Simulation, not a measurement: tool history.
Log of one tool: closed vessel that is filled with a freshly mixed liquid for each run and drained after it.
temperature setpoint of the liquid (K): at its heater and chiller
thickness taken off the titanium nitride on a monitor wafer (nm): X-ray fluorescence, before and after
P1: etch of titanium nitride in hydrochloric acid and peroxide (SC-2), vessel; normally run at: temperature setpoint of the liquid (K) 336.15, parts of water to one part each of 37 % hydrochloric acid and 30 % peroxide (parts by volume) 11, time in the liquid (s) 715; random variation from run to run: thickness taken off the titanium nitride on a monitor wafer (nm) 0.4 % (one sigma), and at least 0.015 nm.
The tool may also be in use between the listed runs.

run   hour  temperature setpoint of the liquid (K)  parts of water to one part each of 37 % hydrochloric acid and 30 % peroxide (parts by volume)  time in the liquid (s)  hours since the thermometer was replaced  hours since the chemicals flow meter was replaced  hours since the drum of peroxide was connected  thickness taken off the titanium nitride on a monitor wafer (nm)
  1    4.7                                  336.15                                                                                             11                     715                                     331.2                                              507.6                                           460.2                                                            55.344
  2    9.9                                  336.15                                                                                             11                     715                                     336.4                                              512.8                                           465.4                                                            55.062
  3   17.8                                  336.15                                                                                              4                     715                                     344.3                                              520.7                                           473.3                                                             119.4
  4   24.7                                  323.65                                                                                             11                     715                                     351.2                                              527.6                                           480.2                                                            24.878
  5   29.5                                  336.15                                                                                           18.5                     405                                       356                                              532.4                                             485                                                            19.915
  6   34.4                                  345.15                                                                                             11                     715                                     360.9                                              537.3                                           489.9                                                            95.081
  7   40.7                                  336.15                                                                                             11                     715                                     367.2                                              543.6                                           496.2                                                            55.074
  8   45.7                                  336.15                                                                                             11                    1130                                     372.2                                              548.6                                           501.2                                                            87.698
  9   53.8                                  336.15                                                                                             11                     715                                     380.3                                              556.7                                           509.3                                                            55.227
 10   60.9                                  336.15                                                                                             16                    1165                                     387.4                                              563.8                                           516.4                                                            65.094
 11   66.5                                  336.15                                                                                           16.5                     715                                       393                                              569.4                                             522                                                            38.702
 12     73                                  336.15                                                                                             11                     135                                     399.5                                              575.9                                           528.5                                                            10.366
 13   80.4                                  336.15                                                                                             15                    1340                                     406.9                                              583.3                                           535.9                                                             79.06
 14   86.5                                  336.15                                                                                             11                     715                                       413                                              589.4                                             542                                                            55.373
 15     91                                  336.15                                                                                             11                     715                                     417.5                                              593.9                                           546.5                                                            55.246
 16   98.8                                  336.15                                                                                             11                     715                                     425.3                                              601.7                                           554.3                                                            57.544
 17  105.6                                  336.15                                                                                             11                     715                                     432.1                                              608.5                                           561.1                                                            58.744
 18  111.8                                  336.15                                                                                             11                     715                                     438.3                                              614.7                                           567.3                                                             59.09

The next listed run, before its measurement:
 19  116.9                                  336.15                                                                                             11                     715                                     443.4                                              619.8                                           572.4                                                                 ?

Run 19 gave thickness taken off the titanium nitride on a monitor wafer (nm) 59.212.
